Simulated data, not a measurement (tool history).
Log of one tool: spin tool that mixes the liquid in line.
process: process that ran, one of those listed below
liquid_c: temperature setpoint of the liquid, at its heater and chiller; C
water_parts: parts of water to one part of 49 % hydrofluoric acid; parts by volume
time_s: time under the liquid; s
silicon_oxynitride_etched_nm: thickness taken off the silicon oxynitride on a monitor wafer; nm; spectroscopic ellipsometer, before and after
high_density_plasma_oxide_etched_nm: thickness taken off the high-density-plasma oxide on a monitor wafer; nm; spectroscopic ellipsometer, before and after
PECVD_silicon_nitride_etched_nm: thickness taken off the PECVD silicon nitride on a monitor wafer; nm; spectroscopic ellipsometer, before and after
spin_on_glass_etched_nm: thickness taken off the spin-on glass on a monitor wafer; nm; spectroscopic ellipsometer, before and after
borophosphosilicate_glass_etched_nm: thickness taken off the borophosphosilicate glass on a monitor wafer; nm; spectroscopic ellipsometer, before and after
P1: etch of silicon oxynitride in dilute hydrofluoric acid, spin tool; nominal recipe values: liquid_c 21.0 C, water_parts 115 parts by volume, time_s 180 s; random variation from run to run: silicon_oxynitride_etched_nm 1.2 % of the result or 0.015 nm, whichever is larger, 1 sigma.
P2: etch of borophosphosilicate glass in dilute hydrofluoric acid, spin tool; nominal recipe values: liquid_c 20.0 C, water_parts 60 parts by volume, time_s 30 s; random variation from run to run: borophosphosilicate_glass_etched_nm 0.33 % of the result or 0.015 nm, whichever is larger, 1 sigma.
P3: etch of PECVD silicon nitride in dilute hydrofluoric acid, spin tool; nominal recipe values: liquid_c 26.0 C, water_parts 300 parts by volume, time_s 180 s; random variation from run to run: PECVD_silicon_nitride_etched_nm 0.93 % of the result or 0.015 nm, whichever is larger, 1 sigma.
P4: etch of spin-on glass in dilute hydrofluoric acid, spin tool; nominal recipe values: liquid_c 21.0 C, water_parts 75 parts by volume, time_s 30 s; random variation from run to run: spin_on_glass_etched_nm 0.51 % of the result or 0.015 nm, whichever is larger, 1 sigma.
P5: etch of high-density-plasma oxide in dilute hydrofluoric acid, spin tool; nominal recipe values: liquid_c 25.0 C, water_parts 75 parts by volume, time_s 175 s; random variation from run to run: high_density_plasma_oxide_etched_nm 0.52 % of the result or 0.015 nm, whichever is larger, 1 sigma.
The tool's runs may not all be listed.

| run | hour | process | liquid_c | water_parts | time_s | silicon_oxynitride_etched_nm | high_density_plasma_oxide_etched_nm | PECVD_silicon_nitride_etched_nm | spin_on_glass_etched_nm | borophosphosilicate_glass_etched_nm |
|---|---|---|---|---|---|---|---|---|---|---|
| 1 | 6.3 | P1 | 21.0 | 115 | 180 | 2.17300 |  |  |  |  |
| 2 | 10.5 | P1 | 21.0 | 115 | 180 | 2.13200 |  |  |  |  |
| 3 | 16.5 | P5 | 25.0 | 75 | 175 |  | 23.928 |  |  |  |
| 4 | 22.4 | P3 | 26.0 | 300 | 65 |  |  | 0.84598 |  |  |
| 5 | 27.6 | P5 | 25.0 | 75 | 175 |  | 23.850 |  |  |  |
| 6 | 31.1 | P1 | 21.0 | 115 | 180 | 2.15030 |  |  |  |  |
| 7 | 34.8 | P1 | 21.0 | 115 | 180 | 2.12830 |  |  |  |  |
| 8 | 38.5 | P1 | 21.0 | 115 | 315 | 3.72880 |  |  |  |  |
| 9 | 44.2 | P1 | 21.0 | 115 | 60 | 0.71369 |  |  |  |  |
| 10 | 49.4 | P4 | 21.0 | 75 | 60 |  |  |  | 32.037 |  |
| 11 | 55.7 | P5 | 25.0 | 20 | 175 |  | 96.778 |  |  |  |
| 12 | 60.2 | P2 | 20.0 | 60 | 30 |  |  |  |  | 15.212 |
| 13 | 66.9 | P2 | 20.0 | 60 | 65 |  |  |  |  | 33.069 |
| 14 | 70.1 | P3 | 26.0 | 55 | 180 |  |  | 12.49300 |  |  |
| 15 | 73.9 | P1 | 21.0 | 115 | 180 | 2.18250 |  |  |  |  |
| 16 | 78.2 | P1 | 28.5 | 115 | 180 | 3.09940 |  |  |  |  |
| 17 | 84.2 | P4 | 27.5 | 75 | 30 |  |  |  | 20.914 |  |
| 18 | 88.0 | P1 | 21.0 | 200 | 180 | 1.18730 |  |  |  |  |
| 19 | 92.4 | P1 | 17.0 | 115 | 180 | 1.73990 |  |  |  |  |
| 20 | 97.9 | P3 | 26.0 | 300 | 180 |  |  | 2.29810 |  |  |
| 21 | 101.7 | P1 | 17.0 | 25 | 180 | 8.62130 |  |  |  |  |
| 22 | 107.6 | P3 | 18.0 | 300 | 180 |  |  | 1.38310 |  |  |
| 23 | 114.1 | P5 | 30.5 | 75 | 175 |  | 29.906 |  |  |  |
| 24 | 117.5 | P4 | 21.0 | 30 | 30 |  |  |  | 42.182 |  |
| 25 | 121.0 | P2 | 20.0 | 20 | 30 |  |  |  |  | 48.519 |
| 26 | 124.7 | P1 | 21.0 | 35 | 180 | 7.48430 |  |  |  |  |
| 27 | 128.1 | P2 | 17.0 | 60 | 30 |  |  |  |  | 13.388 |
| 28 | 132.0 | P4 | 21.0 | 75 | 30 |  |  |  | 16.174 |  |
| 29 | 138.2 | P5 | 25.0 | 75 | 345 |  | 47.104 |  |  |  |
| 30 | 144.3 | P1 | 21.0 | 115 | 180 | 2.15180 |  |  |  |  |
| 31 | 150.1 | P1 | 21.0 | 115 | 180 | 2.28670 |  |  |  |  |
| 32 | 154.7 | P1 | 21.0 | 115 | 180 | 2.30260 |  |  |  |  |
| 33 | 161.1 | P1 | 21.0 | 115 | 180 | 2.36540 |  |  |  |  |
| 34 | 166.3 | P1 | 21.0 | 115 | 180 | 2.34260 |  |  |  |  |
| 35 | 172.4 | P1 | 21.0 | 115 | 180 | 2.36700 |  |  |  |  |
| 36 | 177.7 | P1 | 21.0 | 115 | 180 | 2.41800 |  |  |  |  |

Something has made what P1 gives creep away from where it was; the 2 causes below, each at its own stated size, fit the log equally well:
A: liquid hotter than its thermometer reads (K) = 2.04
B: hydrofluoric acid flow above the setpoint (%) = 9.39
The creep began at about hour 144.3.

You are offered 4 check runs, listed below with question marks in place of their results; each one averages 2 wafers. Which run separates the listed causes by giving clearly different results for each?
| check 1 | 183.0 | P4 | 21.0 | 45 | 60 |  |  |  | ? |  |
| check 2 | 183.0 | P2 | 20.0 | 25 | 55 |  |  |  |  | ? |
| check 3 | 183.0 | P5 | 25.0 | 20 | 175 |  | ? |  |  |  |
| check 4 | 183.0 | P3 | 19.0 | 60 | 180 |  |  | ? |  |  |

What every check run would give for each of its results, assuming each possible cause in turn:
| check | result | if A | if B |
|---|---|---|---|
| check 1 | spin_on_glass_etched_nm | 60.709 | 61.249 |
| check 2 | borophosphosilicate_glass_etched_nm | 76.598 | 76.974 |
| check 3 | high_density_plasma_oxide_etched_nm | 105.300 | 106.090 |
| check 4 | PECVD_silicon_nitride_etched_nm | 8.22950 | 7.79800 |
Separation of the two closest causes in each check, using whichever result separates them best: check 1 0.89 %; check 2 0.49 %; check 3 0.75 %; check 4 5.39 %
Check 4 is the one run that separates the causes; every other check would come out nearly the same whichever cause is at work.

Here is what check 4 returned: PECVD_silicon_nitride_etched_nm 7.81240 nm. Which cause is it?

It is B: hydrofluoric acid flow above the setpoint (%).
